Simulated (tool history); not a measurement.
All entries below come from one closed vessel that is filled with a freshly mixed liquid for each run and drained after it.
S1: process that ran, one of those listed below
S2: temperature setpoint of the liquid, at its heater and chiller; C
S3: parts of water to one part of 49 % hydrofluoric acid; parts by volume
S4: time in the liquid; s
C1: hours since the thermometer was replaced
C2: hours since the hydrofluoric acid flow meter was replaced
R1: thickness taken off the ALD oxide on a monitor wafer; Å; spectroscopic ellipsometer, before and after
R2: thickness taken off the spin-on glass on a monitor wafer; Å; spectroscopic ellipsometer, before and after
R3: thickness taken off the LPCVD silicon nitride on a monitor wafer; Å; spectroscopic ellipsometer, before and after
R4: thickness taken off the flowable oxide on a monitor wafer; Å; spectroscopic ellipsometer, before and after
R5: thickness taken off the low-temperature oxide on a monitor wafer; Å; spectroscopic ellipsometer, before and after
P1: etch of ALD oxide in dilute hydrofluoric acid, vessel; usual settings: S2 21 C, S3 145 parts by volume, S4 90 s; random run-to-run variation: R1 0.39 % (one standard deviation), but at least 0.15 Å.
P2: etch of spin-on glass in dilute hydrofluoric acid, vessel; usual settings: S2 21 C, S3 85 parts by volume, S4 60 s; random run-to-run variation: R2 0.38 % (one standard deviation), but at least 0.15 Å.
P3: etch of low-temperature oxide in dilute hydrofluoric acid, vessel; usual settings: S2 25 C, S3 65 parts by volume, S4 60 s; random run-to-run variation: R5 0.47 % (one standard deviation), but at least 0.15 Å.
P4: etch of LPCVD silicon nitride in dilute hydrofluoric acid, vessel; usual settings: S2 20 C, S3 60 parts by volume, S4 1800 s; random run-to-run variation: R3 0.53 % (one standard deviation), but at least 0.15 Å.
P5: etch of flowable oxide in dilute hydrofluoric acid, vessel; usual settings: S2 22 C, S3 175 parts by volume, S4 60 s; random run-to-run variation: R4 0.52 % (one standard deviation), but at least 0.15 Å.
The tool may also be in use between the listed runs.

run 1 hour=3.7 | S1=P1 S2=21 S3=145 S4=90 | C1=122.2 C2=1183.2 | R1=56.601
run 2 hour=7.7 | S1=P2 S2=21 S3=85 S4=60 | C1=126.2 C2=1187.2 | R2=243.41
run 3 hour=11.4 | S1=P1 S2=21 S3=145 S4=90 | C1=129.9 C2=1190.9 | R1=56.783
run 4 hour=14.3 | S1=P1 S2=17 S3=145 S4=90 | C1=132.8 C2=1193.8 | R1=48.613
run 5 hour=18.1 | S1=P1 S2=21 S3=40 S4=90 | C1=136.6 C2=1197.6 | R1=233.33
run 6 hour=22.4 | S1=P4 S2=20 S3=105 S4=1800 | C1=140.9 C2=1201.9 | R3=60.554
run 7 hour=27 | S1=P2 S2=21 S3=85 S4=100 | C1=145.5 C2=1206.5 | R2=405.15
run 8 hour=31 | S1=P4 S2=20 S3=60 S4=1800 | C1=149.5 C2=1210.5 | R3=105.52
run 9 hour=33.6 | S1=P1 S2=29 S3=145 S4=90 | C1=152.1 C2=1213.1 | R1=77.74
run 10 hour=38.7 | S1=P4 S2=17 S3=60 S4=1800 | C1=157.2 C2=1218.2 | R3=84.696
run 11 hour=41.7 | S1=P1 S2=21 S3=145 S4=90 | C1=160.2 C2=1221.2 | R1=57.247
run 12 hour=46.3 | S1=P5 S2=22 S3=175 S4=60 | C1=164.8 C2=1225.8 | R4=114.88
run 13 hour=49.6 | S1=P1 S2=21 S3=145 S4=90 | C1=168.1 C2=1229.1 | R1=56.867
run 14 hour=52.8 | S1=P1 S2=21 S3=145 S4=30 | C1=171.3 C2=1232.3 | R1=19.069
run 15 hour=56.3 | S1=P3 S2=25 S3=65 S4=95 | C1=174.8 C2=1235.8 | R5=561.1
run 16 hour=60.7 | S1=P1 S2=21 S3=145 S4=90 | C1=179.2 C2=1240.2 | R1=56.728
run 17 hour=63.6 | S1=P3 S2=20.5 S3=65 S4=60 | C1=182.1 C2=1243.1 | R5=293.18
run 18 hour=67.9 | S1=P4 S2=20 S3=60 S4=320 | C1=186.4 C2=1247.4 | R3=18.54
run 19 hour=72.3 | S1=P1 S2=21 S3=145 S4=90 | C1=190.8 C2=1251.8 | R1=57.113
run 20 hour=74.9 | S1=P2 S2=21 S3=120 S4=60 | C1=193.4 C2=1254.4 | R2=164.91
run 21 hour=78 | S1=P2 S2=17 S3=85 S4=60 | C1=196.5 C2=1257.5 | R2=206.22
run 22 hour=82.9 | S1=P3 S2=25 S3=65 S4=60 | C1=201.4 C2=1262.4 | R5=351.58
run 23 hour=86.9 | S1=P5 S2=22 S3=280 S4=60 | C1=205.4 C2=1266.4 | R4=64.753
run 24 hour=91.7 | S1=P5 S2=22 S3=175 S4=85 | C1=210.2 C2=1271.2 | R4=161.99
run 25 hour=95.7 | S1=P1 S2=21 S3=215 S4=90 | C1=214.2 C2=1275.2 | R1=35.794
run 26 hour=100.8 | S1=P1 S2=21 S3=145 S4=90 | C1=219.3 C2=1280.3 | R1=57.212
run 27 hour=104 | S1=P5 S2=22 S3=175 S4=60 | C1=222.5 C2=1283.5 | R4=115.63
run 28 hour=107.2 | S1=P1 S2=17 S3=145 S4=160 | C1=225.7 C2=1286.7 | R1=86.455
run 29 hour=109.8 | S1=P1 S2=21 S3=145 S4=175 | C1=228.3 C2=1289.3 | R1=109.86
run 30 hour=112.3 | S1=P3 S2=25 S3=115 S4=60 | C1=230.8 C2=1291.8 | R5=187.39
run 31 hour=116.5 | S1=P5 S2=17 S3=175 S4=60 | C1=235 C2=1296 | R4=94.647
run 32 hour=120.9 | S1=P1 S2=21 S3=145 S4=90 | C1=239.4 C2=1300.4 | R1=56.852
run 33 hour=123.8 | S1=P1 S2=21 S3=145 S4=90 | C1=242.3 C2=1303.3 | R1=55.713

For run 34, what comes out?
run 34 hour=128.2 | S1=P1 S2=21 S3=145 S4=90 | C1=246.7 C2=1307.7 | R1=?

{"run 34": {"R1": 54.17}}

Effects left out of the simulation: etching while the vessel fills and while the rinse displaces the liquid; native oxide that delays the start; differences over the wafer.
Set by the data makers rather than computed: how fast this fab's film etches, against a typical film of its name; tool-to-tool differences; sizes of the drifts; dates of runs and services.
